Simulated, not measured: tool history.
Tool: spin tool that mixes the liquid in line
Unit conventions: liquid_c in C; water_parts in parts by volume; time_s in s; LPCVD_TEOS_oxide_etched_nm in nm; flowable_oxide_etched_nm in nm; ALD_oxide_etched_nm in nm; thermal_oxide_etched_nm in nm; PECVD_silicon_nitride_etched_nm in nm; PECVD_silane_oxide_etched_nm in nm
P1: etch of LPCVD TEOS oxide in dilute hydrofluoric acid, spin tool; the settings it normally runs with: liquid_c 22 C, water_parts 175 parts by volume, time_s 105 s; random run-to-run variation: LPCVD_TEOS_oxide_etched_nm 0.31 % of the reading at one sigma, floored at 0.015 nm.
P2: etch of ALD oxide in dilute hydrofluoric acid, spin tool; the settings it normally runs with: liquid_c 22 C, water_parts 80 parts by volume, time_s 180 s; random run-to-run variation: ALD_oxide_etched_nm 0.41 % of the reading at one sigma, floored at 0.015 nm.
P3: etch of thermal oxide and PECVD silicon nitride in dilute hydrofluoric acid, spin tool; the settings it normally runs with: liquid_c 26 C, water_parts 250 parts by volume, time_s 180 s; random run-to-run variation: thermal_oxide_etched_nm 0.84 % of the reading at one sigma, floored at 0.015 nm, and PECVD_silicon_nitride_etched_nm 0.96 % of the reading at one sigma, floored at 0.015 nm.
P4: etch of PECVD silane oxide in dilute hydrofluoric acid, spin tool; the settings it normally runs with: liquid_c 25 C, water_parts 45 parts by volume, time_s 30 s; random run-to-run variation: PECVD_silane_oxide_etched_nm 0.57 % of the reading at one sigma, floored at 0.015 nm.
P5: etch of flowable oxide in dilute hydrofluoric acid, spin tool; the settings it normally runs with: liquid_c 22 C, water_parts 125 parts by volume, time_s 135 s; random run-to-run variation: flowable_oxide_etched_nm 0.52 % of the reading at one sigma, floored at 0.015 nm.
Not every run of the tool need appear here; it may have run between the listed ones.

run,hour,process,liquid_c,water_parts,time_s,hours since the thermometer was replaced,hours since the hydrofluoric acid flow meter was replaced,LPCVD_TEOS_oxide_etched_nm,flowable_oxide_etched_nm,ALD_oxide_etched_nm,thermal_oxide_etched_nm,PECVD_silicon_nitride_etched_nm,PECVD_silane_oxide_etched_nm
1,12,P1,22,175,105,153.1,536,28.799,,,,,
2,27.5,P5,22,70,135,168.6,551.5,,47.226,,,,
3,42.3,P1,29.5,175,45,183.4,566.3,16.355,,,,,
4,51.1,P5,30,125,135,192.2,575.1,,33.81,,,,
5,62.3,P2,22,80,35,203.4,586.3,,,6.0531,,,
6,75.3,P1,22,270,105,216.4,599.3,17.074,,,,,
7,84.4,P1,22,175,105,225.5,608.4,28.888,,,,,
8,93,P1,22,175,45,234.1,617,12.453,,,,,
9,101.9,P1,22,175,185,243,625.9,50.941,,,,,
10,117.5,P3,34,250,180,258.6,641.5,,,,3.9434,4.4066,
11,132.9,P4,25,45,60,274,656.9,,,,,,36.345
12,146.3,P4,33,45,30,287.4,670.3,,,,,,24.802
13,158.4,P2,17,80,180,299.5,682.4,,,25.325,,,
14,166.6,P4,25,45,30,307.7,690.6,,,,,,17.934
15,179,P5,22,125,260,320.1,703,,47.59,,,,
16,196.2,P1,17,175,105,337.3,720.2,23.707,,,,,
17,206.7,P1,22,175,105,347.8,730.7,28.76,,,,,
18,218.4,P3,26,250,320,359.5,742.4,,,,5.2835,4.8983,
19,228,P4,25,60,30,369.1,752,,,,,,13.24
20,237.1,P1,22,175,105,378.2,761.1,28.802,,,,,
21,248.2,P2,22,140,180,389.3,772.2,,,16.581,,,
22,259.9,P1,22,175,105,401,783.9,28.81,,,,,
23,269,P3,26,135,180,410.1,793,,,,6.3821,5.177,
24,284.1,P3,26,250,180,425.2,808.1,,,,3.0447,2.7717,
25,300.9,P5,22,125,135,442,824.9,,25.032,,,,
26,309,P1,22,175,105,450.1,833,28.777,,,,,
27,325.5,P1,22,75,105,466.6,849.5,75.301,,,,,
28,335.3,P1,27,175,105,476.4,859.3,34.867,,,,,
29,350.3,P4,25,45,30,491.4,874.3,,,,,,17.923
30,359.7,P3,26,250,180,500.8,883.7,,,,3.0695,2.837,
31,376.6,P2,22,80,180,517.7,900.6,,,30.969,,,
32,384.1,P1,22,175,105,525.2,908.1,29.058,,,,,
33,394.3,P1,22,175,105,535.4,918.3,29.847,,,,,
34,408.2,P1,22,175,105,549.3,932.2,30.427,,,,,
35,423,P1,22,175,105,564.1,947,30.725,,,,,
36,439.4,P1,22,175,105,580.5,963.4,31.067,,,,,
37,453.9,P1,22,175,105,595,977.9,31.079,,,,,
38,467,P1,22,175,105,608.1,991,31.021,,,,,

P1 has crept away from where it was. The log is fitted equally well by each of these 2 causes, at the sizes shown:
A: hydrofluoric acid flow above the setpoint (%) = 6.53
B: liquid hotter than its thermometer reads (K) = 1.97
At approximately hour 384.1, the process output began to creep.

You are offered 4 check runs, listed below with question marks in place of their results; each one averages 3 wafers. Which run separates the listed causes by giving clearly different results for each?
check 1,480.1,P5,29,125,135,,,,?,,,,
check 2,480.1,P3,34,250,280,,,,,,?,?,
check 3,480.1,P4,32.5,45,30,,,,,,,,?
check 4,480.1,P2,22,110,35,,,,,?,,,

Predicted outcomes, by check and by cause:
check,result,if A,if B
check 1,flowable_oxide_etched_nm,35.062,35.021
check 2,thermal_oxide_etched_nm,6.6674,6.5299
check 2,PECVD_silicon_nitride_etched_nm,7.42,7.7513
check 3,PECVD_silane_oxide_etched_nm,25.961,26.162
check 4,ALD_oxide_etched_nm,4.5599,4.5927
Distance between the nearest two causes, measured in the result of the check that separates them most: check 1 0.12 %; check 2 4.37 %; check 3 0.77 %; check 4 0.72 %
Of the check runs offered, only check 2 discriminates between the causes; the rest would read about the same regardless of which cause applies.

Running check 2 produced the following: thermal_oxide_etched_nm 6.5296 nm; PECVD_silicon_nitride_etched_nm 7.7729 nm. Which one of the listed causes fits?

B is the cause: liquid hotter than its thermometer reads (K).
